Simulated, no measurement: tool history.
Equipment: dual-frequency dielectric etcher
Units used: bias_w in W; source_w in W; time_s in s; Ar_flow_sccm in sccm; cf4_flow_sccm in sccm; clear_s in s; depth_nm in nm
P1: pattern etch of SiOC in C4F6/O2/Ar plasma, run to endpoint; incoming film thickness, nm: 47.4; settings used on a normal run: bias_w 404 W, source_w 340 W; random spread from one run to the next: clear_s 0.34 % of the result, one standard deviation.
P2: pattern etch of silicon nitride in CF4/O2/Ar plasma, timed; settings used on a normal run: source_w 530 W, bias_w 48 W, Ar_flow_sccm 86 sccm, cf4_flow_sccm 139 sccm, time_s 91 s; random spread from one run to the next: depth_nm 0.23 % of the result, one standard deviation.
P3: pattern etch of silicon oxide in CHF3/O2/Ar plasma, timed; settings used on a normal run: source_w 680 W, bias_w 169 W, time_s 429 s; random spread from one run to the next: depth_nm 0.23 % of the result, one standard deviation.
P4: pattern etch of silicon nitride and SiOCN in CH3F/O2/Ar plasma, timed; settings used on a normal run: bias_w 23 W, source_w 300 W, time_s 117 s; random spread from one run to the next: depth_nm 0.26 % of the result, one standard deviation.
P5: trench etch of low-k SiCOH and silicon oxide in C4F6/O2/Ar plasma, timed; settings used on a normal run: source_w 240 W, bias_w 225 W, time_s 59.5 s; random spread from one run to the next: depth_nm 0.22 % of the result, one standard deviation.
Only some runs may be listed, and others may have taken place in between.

| run | hour | process | bias_w | source_w | time_s | Ar_flow_sccm | cf4_flow_sccm | hours since the last wet clean | hours since the last bias power generator calibration | hours since the last source power generator calibration | clear_s | depth_nm |
|---|---|---|---|---|---|---|---|---|---|---|---|---|
| 1 | 7.3 | P1 | 404 | 340 |  |  |  | 165.7 | 349.6 | 1400.4 | 18.598 |  |
| 2 | 10.6 | P3 | 169 | 450 | 429 |  |  | 169 | 352.9 | 1403.7 |  | 738.18 |
| 3 | 14.7 | P4 | 23 | 390 | 117 |  |  | 173.1 | 357 | 1407.8 |  | 15.715 |
| 4 | 20.7 | P5 | 225 | 240 | 59.5 |  |  | 179.1 | 363 | 1413.8 |  | 173.69 |
| 5 | 26.3 | P5 | 225 | 240 | 87 |  |  | 184.7 | 368.6 | 1419.4 |  | 255.01 |
| 6 | 29.7 | P4 | 23 | 300 | 117 |  |  | 188.1 | 372 | 1422.8 |  | 14.42 |
| 7 | 33.4 | P2 | 48 | 530 | 91 | 86 | 104 | 191.8 | 375.7 | 1426.5 |  | 187.58 |
| 8 | 37.1 | P2 | 48 | 320 | 91 | 86 | 139 | 195.5 | 379.4 | 1430.2 |  | 124.82 |
| 9 | 44.6 | P1 | 404 | 230 |  |  |  | 203 | 386.9 | 1437.7 | 21.601 |  |
| 10 | 51.1 | P3 | 169 | 680 | 429 |  |  | 209.5 | 393.4 | 1444.2 |  | 860.59 |
| 11 | 58.2 | P1 | 404 | 340 |  |  |  | 216.6 | 400.5 | 1451.3 | 18.63 |  |
| 12 | 65 | P5 | 312 | 240 | 59.5 |  |  | 223.4 | 407.3 | 1458.1 |  | 195.44 |
| 13 | 70.8 | P1 | 404 | 340 |  |  |  | 229.2 | 413.1 | 1463.9 | 18.478 |  |
| 14 | 77.5 | P2 | 48 | 530 | 91 | 86 | 139 | 235.9 | 419.8 | 1470.6 |  | 193.74 |
| 15 | 82.4 | P1 | 539 | 340 |  |  |  | 240.8 | 424.7 | 1475.5 | 16.736 |  |
| 16 | 87 | P1 | 312 | 340 |  |  |  | 245.4 | 429.3 | 1480.1 | 20.465 |  |
| 17 | 91.2 | P5 | 225 | 330 | 59.5 |  |  | 249.6 | 433.5 | 1484.3 |  | 195.55 |
| 18 | 98.6 | P2 | 38 | 530 | 91 | 86 | 139 | 257 | 440.9 | 1491.7 |  | 179.33 |
| 19 | 104.6 | P4 | 27 | 300 | 117 |  |  | 263 | 446.9 | 1497.7 |  | 15.494 |
| 20 | 110.5 | P3 | 169 | 680 | 588 |  |  | 268.9 | 452.8 | 1503.6 |  | 1180.8 |
| 21 | 117.6 | P2 | 48 | 530 | 91 | 86 | 139 | 276 | 459.9 | 1510.7 |  | 193.18 |
|  | 118.3 | bias power generator calibrated |
| 22 | 124.9 | P3 | 129 | 680 | 429 |  |  | 283.3 | 6.7 | 1518 |  | 789.21 |
| 23 | 129.8 | P2 | 48 | 530 | 61 | 86 | 139 | 288.2 | 11.6 | 1522.9 |  | 129.86 |
| 24 | 133.6 | P1 | 404 | 340 |  |  |  | 292 | 15.4 | 1526.7 | 18.653 |  |
| 25 | 138.3 | P5 | 225 | 240 | 59.5 |  |  | 296.7 | 20.1 | 1531.4 |  | 174.56 |
| 26 | 143.2 | P3 | 169 | 680 | 429 |  |  | 301.6 | 25 | 1536.3 |  | 862.86 |
| 27 | 149.6 | P1 | 404 | 410 |  |  |  | 308 | 31.4 | 1542.7 | 17.345 |  |
| 28 | 154.4 | P2 | 48 | 530 | 91 | 61 | 139 | 312.8 | 36.2 | 1547.5 |  | 199.99 |
| 29 | 160.5 | P1 | 536 | 400 |  |  |  | 318.9 | 42.3 | 1553.6 | 15.744 |  |
| 30 | 164.2 | P1 | 404 | 340 |  |  |  | 322.6 | 46 | 1557.3 | 18.491 |  |
| 31 | 170.3 | P4 | 23 | 300 | 171.5 |  |  | 328.7 | 52.1 | 1563.4 |  | 21.183 |
| 32 | 175.2 | P1 | 404 | 340 |  |  |  | 333.6 | 57 | 1568.3 | 18.639 |  |
| 33 | 180.6 | P1 | 404 | 340 |  |  |  | 339 | 62.4 | 1573.7 | 18.719 |  |
| 34 | 185 | P1 | 404 | 340 |  |  |  | 343.4 | 66.8 | 1578.1 | 18.836 |  |
|  | 190.8 | wet clean of the chamber |
| 35 | 190.9 | P1 | 404 | 340 |  |  |  | 0.1 | 72.7 | 1584 | 18.816 |  |
| 36 | 197.4 | P1 | 404 | 340 |  |  |  | 6.6 | 79.2 | 1590.5 | 18.854 |  |
| 37 | 202.5 | P1 | 404 | 340 |  |  |  | 11.7 | 84.3 | 1595.6 | 18.93 |  |
| 38 | 206.5 | P1 | 404 | 340 |  |  |  | 15.7 | 88.3 | 1599.6 | 18.883 |  |
| 39 | 211.6 | P1 | 404 | 340 |  |  |  | 20.8 | 93.4 | 1604.7 | 18.927 |  |

The log shows P1 creeping away from where it was. Any of the 2 causes listed here, at the size stated for it, fits the log just as well as the others:
A: source power that arrives under what is set, % = 4.51
B: bias power that arrives under what is set, % = 4.6
At approximately hour 175.2, the process output began to creep.
Why every other cause is out:
chamber walls in a state that lowers the etch rate, %: was serviced at hour 190.8, once the creep was under way, yet the earlier output never came back

Each of the 4 check runs below uses one wafer; its results are left as question marks. Which run tells the causes apart?
| check 1 | 216.7 | P3 | 169 | 450 | 429 |  |  |  |  |  |  | ? |
| check 2 | 216.7 | P2 | 48 | 390 | 91 | 86 | 139 |  |  |  |  | ? |
| check 3 | 216.7 | P5 | 225 | 290 | 85 |  |  |  |  |  |  | ? |
| check 4 | 216.7 | P4 | 27 | 380 | 117 |  |  |  |  |  |  | ? |

How each check would come out, cause by cause:
| check | result | if A | if B |
|---|---|---|---|
| check 1 | depth_nm | 723.71 | 724.96 |
| check 2 | depth_nm | 142.17 | 145.58 |
| check 3 | depth_nm | 262.16 | 262.63 |
| check 4 | depth_nm | 16.53 | 16.431 |
Per-check spread between the two closest causes, in the result where they differ most: check 1 0.17 %; check 2 2.37 %; check 3 0.18 %; check 4 0.6 %
The other checks would show nearly matching results whichever cause is true, so check 2 is the only one that separates the causes.

With check 2 done, the readings were: depth_nm 141.82 nm. Identify which of the listed causes applies.

The correct cause is A, namely: source power that arrives under what is set, %.

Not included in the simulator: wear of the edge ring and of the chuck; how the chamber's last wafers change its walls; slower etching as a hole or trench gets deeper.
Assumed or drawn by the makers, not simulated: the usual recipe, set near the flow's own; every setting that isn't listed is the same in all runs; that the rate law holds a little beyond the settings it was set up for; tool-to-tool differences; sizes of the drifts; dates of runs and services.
